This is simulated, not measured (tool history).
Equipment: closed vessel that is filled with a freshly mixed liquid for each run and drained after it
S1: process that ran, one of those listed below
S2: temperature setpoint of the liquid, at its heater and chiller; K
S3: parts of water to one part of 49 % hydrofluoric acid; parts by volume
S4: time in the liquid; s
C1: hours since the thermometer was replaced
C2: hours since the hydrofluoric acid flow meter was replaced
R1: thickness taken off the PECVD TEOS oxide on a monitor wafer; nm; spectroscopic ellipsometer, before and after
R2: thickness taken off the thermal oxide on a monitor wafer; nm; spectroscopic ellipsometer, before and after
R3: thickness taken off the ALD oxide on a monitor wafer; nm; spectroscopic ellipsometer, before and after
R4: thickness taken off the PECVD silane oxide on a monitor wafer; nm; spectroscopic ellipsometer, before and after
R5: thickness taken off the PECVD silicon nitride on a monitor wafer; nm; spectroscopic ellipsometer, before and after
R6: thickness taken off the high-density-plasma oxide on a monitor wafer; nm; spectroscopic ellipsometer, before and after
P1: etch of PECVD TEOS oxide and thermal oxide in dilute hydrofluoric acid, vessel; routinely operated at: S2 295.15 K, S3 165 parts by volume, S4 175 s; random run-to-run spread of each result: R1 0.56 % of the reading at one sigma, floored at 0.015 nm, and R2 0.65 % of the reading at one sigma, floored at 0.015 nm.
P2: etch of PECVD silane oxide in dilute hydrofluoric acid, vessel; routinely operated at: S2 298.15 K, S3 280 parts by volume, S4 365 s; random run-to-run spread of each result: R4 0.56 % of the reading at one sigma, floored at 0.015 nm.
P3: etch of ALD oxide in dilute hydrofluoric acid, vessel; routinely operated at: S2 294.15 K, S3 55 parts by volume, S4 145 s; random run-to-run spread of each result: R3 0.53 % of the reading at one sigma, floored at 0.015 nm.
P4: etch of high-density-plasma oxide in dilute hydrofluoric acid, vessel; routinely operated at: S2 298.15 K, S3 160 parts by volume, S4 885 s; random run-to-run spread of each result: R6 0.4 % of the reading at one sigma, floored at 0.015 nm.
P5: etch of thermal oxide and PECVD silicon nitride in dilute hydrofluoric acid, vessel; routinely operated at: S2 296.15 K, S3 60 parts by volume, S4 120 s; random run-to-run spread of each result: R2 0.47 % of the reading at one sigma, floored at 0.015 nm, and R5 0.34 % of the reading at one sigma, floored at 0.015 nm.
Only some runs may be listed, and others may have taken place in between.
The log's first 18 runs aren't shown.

| run | hour | S1 | S2 | S3 | S4 | C1 | C2 | R1 | R2 | R3 | R4 | R5 | R6 |
|---|---|---|---|---|---|---|---|---|---|---|---|---|---|
| 19 | 94.6 | P1 | 295.15 | 165 | 285 | 1458.4 | 427.4 | 27.822 | 7.1492 |  |  |  |  |
| 20 | 100.4 | P4 | 298.15 | 100 | 885 | 1464.2 | 433.2 |  |  |  |  |  | 78.423 |
| 21 | 107.1 | P5 | 296.15 | 60 | 120 | 1470.9 | 439.9 |  | 9.5567 |  |  | 9.1784 |  |
| 22 | 111.8 | P1 | 295.15 | 280 | 175 | 1475.6 | 444.6 | 9.0894 | 2.2826 |  |  |  |  |
| 23 | 117.9 | P3 | 290.15 | 55 | 145 | 1481.7 | 450.7 |  |  | 30.116 |  |  |  |
| 24 | 124.8 | P3 | 294.15 | 55 | 145 | 1488.6 | 457.6 |  |  | 35.901 |  |  |  |
| 25 | 127.9 | P3 | 294.15 | 95 | 145 | 1491.7 | 460.7 |  |  | 19.892 |  |  |  |
| 26 | 133.8 | P5 | 296.15 | 20 | 120 | 1497.6 | 466.6 |  | 30.201 |  |  | 26.658 |  |
| 27 | 138.3 | P1 | 295.15 | 165 | 175 | 1502.1 | 471.1 | 17.249 | 4.3212 |  |  |  |  |
| 28 | 142.4 | P1 | 295.15 | 80 | 175 | 1506.2 | 475.2 | 38.833 | 9.771 |  |  |  |  |
| 29 | 146.4 | P4 | 293.65 | 160 | 885 | 1510.2 | 479.2 |  |  |  |  |  | 38.357 |
| 30 | 152.2 | P1 | 299.15 | 165 | 175 | 1516 | 485 | 20.108 | 5.1099 |  |  |  |  |
| 31 | 156.7 | P5 | 290.15 | 60 | 120 | 1520.5 | 489.5 |  | 7.3335 |  |  | 6.0867 |  |
| 32 | 163 | P1 | 295.15 | 165 | 175 | 1526.8 | 495.8 | 17.088 | 4.3733 |  |  |  |  |
| 33 | 167.2 | P1 | 295.15 | 165 | 175 | 1531 | 500 | 17.843 | 4.3998 |  |  |  |  |
| 34 | 172.1 | P1 | 295.15 | 165 | 175 | 1535.9 | 504.9 | 18.055 | 4.53 |  |  |  |  |
| 35 | 178 | P1 | 295.15 | 165 | 175 | 1541.8 | 510.8 | 18.558 | 4.673 |  |  |  |  |
| 36 | 183.3 | P1 | 295.15 | 165 | 175 | 1547.1 | 516.1 | 18.565 | 4.676 |  |  |  |  |
| 37 | 186.7 | P1 | 295.15 | 165 | 175 | 1550.5 | 519.5 | 18.527 | 4.7284 |  |  |  |  |
| 38 | 192.9 | P1 | 295.15 | 165 | 175 | 1556.7 | 525.7 | 18.627 | 4.7603 |  |  |  |  |
| 39 | 199.6 | P1 | 295.15 | 165 | 175 | 1563.4 | 532.4 | 18.802 | 4.6956 |  |  |  |  |
| 40 | 203.4 | P1 | 295.15 | 165 | 175 | 1567.2 | 536.2 | 18.667 | 4.7679 |  |  |  |  |
| 41 | 209.3 | P1 | 295.15 | 165 | 175 | 1573.1 | 542.1 | 18.947 | 4.7927 |  |  |  |  |

Estimate the outcome of run 42 from the log above:
| 42 | 215 | P1 | 295.15 | 165 | 175 | 1578.8 | 547.8 | ? | ? |  |  |  |  |

Run 42 measured R1 19.034 nm, R2 4.7493 nm.
